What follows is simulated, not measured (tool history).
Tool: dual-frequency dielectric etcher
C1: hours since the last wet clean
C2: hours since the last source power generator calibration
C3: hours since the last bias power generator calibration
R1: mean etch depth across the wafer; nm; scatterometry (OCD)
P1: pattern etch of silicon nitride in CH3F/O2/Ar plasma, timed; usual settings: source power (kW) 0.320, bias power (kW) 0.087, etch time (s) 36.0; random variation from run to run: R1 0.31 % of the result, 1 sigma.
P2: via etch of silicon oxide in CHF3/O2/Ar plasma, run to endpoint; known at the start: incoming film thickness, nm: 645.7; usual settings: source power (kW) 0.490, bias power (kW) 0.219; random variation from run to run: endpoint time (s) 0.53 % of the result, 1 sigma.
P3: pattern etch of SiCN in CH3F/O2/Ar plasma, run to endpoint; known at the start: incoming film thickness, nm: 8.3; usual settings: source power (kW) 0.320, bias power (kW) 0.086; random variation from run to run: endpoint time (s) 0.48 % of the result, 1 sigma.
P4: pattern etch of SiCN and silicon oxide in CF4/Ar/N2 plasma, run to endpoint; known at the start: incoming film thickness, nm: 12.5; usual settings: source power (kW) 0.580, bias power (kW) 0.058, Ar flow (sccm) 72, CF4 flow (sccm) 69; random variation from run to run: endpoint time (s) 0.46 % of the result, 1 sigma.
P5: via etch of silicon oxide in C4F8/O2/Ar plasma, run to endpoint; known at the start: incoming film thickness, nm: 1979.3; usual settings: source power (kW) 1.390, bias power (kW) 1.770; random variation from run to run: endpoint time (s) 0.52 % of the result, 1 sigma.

run 1 hour=13.2 | process_that_ran=P1 source_power_(kW)=0.320 bias_power_(kW)=0.087 etch_time_(s)=36.0 | C1=307.4 C2=2587.1 C3=2116.0 | R1=24.576
run 2 hour=26.6 | process_that_ran=P2 source_power_(kW)=0.490 bias_power_(kW)=0.219 | C1=320.8 C2=2600.5 C3=2129.4 | endpoint_time_(s)=326.920
run 3 hour=41.7 | process_that_ran=P2 source_power_(kW)=0.490 bias_power_(kW)=0.299 | C1=335.9 C2=2615.6 C3=2144.5 | endpoint_time_(s)=294.740
run 4 hour=56.5 | process_that_ran=P5 source_power_(kW)=1.390 bias_power_(kW)=1.770 | C1=350.7 C2=2630.4 C3=2159.3 | endpoint_time_(s)=467.210
run 5 hour=67.4 | process_that_ran=P1 source_power_(kW)=0.210 bias_power_(kW)=0.120 etch_time_(s)=36.0 | C1=361.6 C2=2641.3 C3=2170.2 | R1=23.918
run 6 hour=82.8 | process_that_ran=P1 source_power_(kW)=0.320 bias_power_(kW)=0.087 etch_time_(s)=36.0 | C1=377.0 C2=2656.7 C3=2185.6 | R1=24.736
run 7 hour=94.4 | process_that_ran=P5 source_power_(kW)=1.390 bias_power_(kW)=1.770 | C1=388.6 C2=2668.3 C3=2197.2 | endpoint_time_(s)=468.810
run 8 hour=110.5 | process_that_ran=P3 source_power_(kW)=0.320 bias_power_(kW)=0.115 | C1=404.7 C2=2684.4 C3=2213.3 | endpoint_time_(s)=19.407
run 9 hour=127.6 | process_that_ran=P1 source_power_(kW)=0.320 bias_power_(kW)=0.116 etch_time_(s)=36.0 | C1=421.8 C2=2701.5 C3=2230.4 | R1=27.388
run 10 hour=141.7 | process_that_ran=P5 source_power_(kW)=1.840 bias_power_(kW)=1.770 | C1=435.9 C2=2715.6 C3=2244.5 | endpoint_time_(s)=421.590
run 11 hour=157.0 | process_that_ran=P1 source_power_(kW)=0.320 bias_power_(kW)=0.087 etch_time_(s)=36.0 | C1=451.2 C2=2730.9 C3=2259.8 | R1=24.829
run 12 hour=169.1 | process_that_ran=P1 source_power_(kW)=0.320 bias_power_(kW)=0.087 etch_time_(s)=27.5 | C1=463.3 C2=2743.0 C3=2271.9 | R1=18.883
run 13 hour=177.8 | process_that_ran=P4 source_power_(kW)=0.580 bias_power_(kW)=0.038 Ar_flow_(sccm)=72 CF4_flow_(sccm)=69 | C1=472.0 C2=2751.7 C3=2280.6 | endpoint_time_(s)=13.393
run 14 hour=195.0 | process_that_ran=P1 source_power_(kW)=0.320 bias_power_(kW)=0.087 etch_time_(s)=36.0 | C1=489.2 C2=2768.9 C3=2297.8 | R1=24.528
run 15 hour=206.0 | process_that_ran=P1 source_power_(kW)=0.320 bias_power_(kW)=0.087 etch_time_(s)=36.0 | C1=500.2 C2=2779.9 C3=2308.8 | R1=24.630
run 16 hour=214.7 | process_that_ran=P5 source_power_(kW)=1.390 bias_power_(kW)=1.045 | C1=508.9 C2=2788.6 C3=2317.5 | endpoint_time_(s)=535.000
run 17 hour=225.9 | process_that_ran=P1 source_power_(kW)=0.320 bias_power_(kW)=0.087 etch_time_(s)=36.0 | C1=520.1 C2=2799.8 C3=2328.7 | R1=24.649
run 18 hour=238.6 | process_that_ran=P1 source_power_(kW)=0.320 bias_power_(kW)=0.117 etch_time_(s)=49.5 | C1=532.8 C2=2812.5 C3=2341.4 | R1=37.741
run 19 hour=248.3 | process_that_ran=P4 source_power_(kW)=0.580 bias_power_(kW)=0.058 Ar_flow_(sccm)=102 CF4_flow_(sccm)=69 | C1=542.5 C2=2822.2 C3=2351.1 | endpoint_time_(s)=12.527
run 20 hour=257.5 | process_that_ran=P4 source_power_(kW)=0.350 bias_power_(kW)=0.058 Ar_flow_(sccm)=72 CF4_flow_(sccm)=69 | C1=551.7 C2=2831.4 C3=2360.3 | endpoint_time_(s)=18.693
-- hour=263.4 wet clean of the chamber
run 21 hour=266.7 | process_that_ran=P1 source_power_(kW)=0.430 bias_power_(kW)=0.087 etch_time_(s)=47.0 | C1=3.4 C2=2840.6 C3=2369.5 | R1=35.748

Run 22 comes next. What will it give?
run 22 hour=280.3 | process_that_ran=P4 source_power_(kW)=0.580 bias_power_(kW)=0.058 Ar_flow_(sccm)=72 CF4_flow_(sccm)=57 | C1=17.0 C2=2854.2 C3=2383.1 | endpoint_time_(s)=?

Run 22 gave endpoint time (s) 12.223.
